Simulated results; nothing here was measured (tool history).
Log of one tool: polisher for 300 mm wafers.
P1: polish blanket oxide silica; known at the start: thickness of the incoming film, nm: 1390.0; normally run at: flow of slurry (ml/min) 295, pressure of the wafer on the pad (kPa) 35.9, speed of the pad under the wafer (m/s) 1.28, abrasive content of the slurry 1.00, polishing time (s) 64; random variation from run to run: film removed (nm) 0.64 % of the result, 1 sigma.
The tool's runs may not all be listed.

run   hour  flow of slurry (ml/min)  pressure of the wafer on the pad (kPa)  speed of the pad under the wafer (m/s)  abrasive content of the slurry  polishing time (s)  film removed (nm)
  1    7.7                      295                                    35.9                                    1.28                            1.00                  64             268.66
  2   17.9                      295                                    35.9                                    1.28                            0.55                  64             197.66
  3   24.9                      295                                    35.9                                    1.28                            1.00                  29             121.99
  4   32.9                      295                                    35.9                                    1.28                            1.00                  64             270.50
  5   41.6                      295                                    35.9                                    1.28                            1.00                  64             272.38
  6   52.0                      295                                    17.9                                    1.28                            1.00                  64             134.93
  7   61.2                      175                                    35.9                                    1.28                            1.00                  64             257.68
  8   68.5                      295                                    56.5                                    1.28                            1.00                  64             422.26
  9   75.9                      295                                    35.9                                    1.58                            1.30                  64             358.22
 10   85.8                      395                                    35.9                                    1.28                            1.00                  64             278.52
 11   93.0                      295                                    35.9                                    1.28                            1.00                  64             271.28
 12  103.5                      295                                    35.9                                    0.58                            1.00                  64             143.35
 13  109.4                      295                                    35.9                                    1.28                            1.00                  92             385.94
     115.5  -- slurry blender recalibrated
 14  116.9                      295                                    35.9                                    1.28                            1.25                  64             296.32
 15  125.3                      295                                    35.9                                    0.94                            0.75                  64             182.57
 16  130.6                      295                                    35.9                                    1.28                            1.00                  64             272.40
 17  138.5                      295                                    35.9                                    2.00                            1.00                  64             385.36
 18  148.5                      295                                    35.9                                    1.28                            1.00                  64             269.35
 19  157.0                      295                                    35.9                                    1.28                            1.00                  64             268.05
 20  164.2                      295                                    35.9                                    1.28                            1.00                  64             261.34
 21  170.0                      295                                    35.9                                    1.28                            1.00                  64             255.09
     179.2  -- head pressure recalibrated
 22  180.2                      295                                    35.9                                    1.28                            1.00                  64             249.89
 23  188.7                      295                                    35.9                                    1.28                            1.00                  64             247.63
     192.4  -- slurry nozzle cleaned
 24  194.8                      295                                    35.9                                    1.28                            1.00                  64             247.19
     200.5  -- conditioning disc replaced and pad reconditioned
 25  201.9                      295                                    35.9                                    1.28                            1.00                  64             248.52
 26  208.9                      295                                    35.9                                    1.28                            1.00                  64             244.34
 27  218.6                      295                                    35.9                                    1.28                            1.00                  64             241.76

What P1 gives has crept away from where it was. These 2 causes fit the log equally well, each at the size given:
A: removal rate lost through wear of the pad, % = 9.27
B: abrasive missing from the slurry, % = 18.3
The creep began at about hour 157.0.
Why every other cause is out:
slurry flow missing at the pad, %: serviced at hour 192.4, which brought nothing back
head's pressure below its setpoint, %: serviced at hour 179.2, which brought nothing back
time polished since the conditioner stopped cutting, s: serviced at hour 200.5, which brought nothing back

4 check runs are offered, each on 3 wafers whose results are averaged, their results left as question marks. Which one tells the causes apart?
check 1  228.3                      295                                    35.9                                    1.28                            0.55                  64                  ?
check 2  228.3                      295                                    21.4                                    1.28                            1.00                  64                  ?
check 3  228.3                      175                                    50.3                                    1.28                            1.00                  64                  ?
check 4  228.3                      295                                    55.2                                    1.28                            1.00                  64                  ?

What each check would give under each cause:
  check             result    if A    if B
check 1  film removed (nm)  178.59  173.43
check 2  film removed (nm)  146.06  146.11
check 3  film removed (nm)  323.36  323.47
check 4  film removed (nm)  376.93  377.05
How far apart the two closest causes lie, in the result that separates them most: check 1 2.93 %; check 2 0.03 %; check 3 0.03 %; check 4 0.03 %
Check 1 tells the causes apart: in the others they would give nearly the same result.

Check 1 was then run and gave: film removed (nm) 178.88. Which cause is it?

It is A: removal rate lost through wear of the pad, %.

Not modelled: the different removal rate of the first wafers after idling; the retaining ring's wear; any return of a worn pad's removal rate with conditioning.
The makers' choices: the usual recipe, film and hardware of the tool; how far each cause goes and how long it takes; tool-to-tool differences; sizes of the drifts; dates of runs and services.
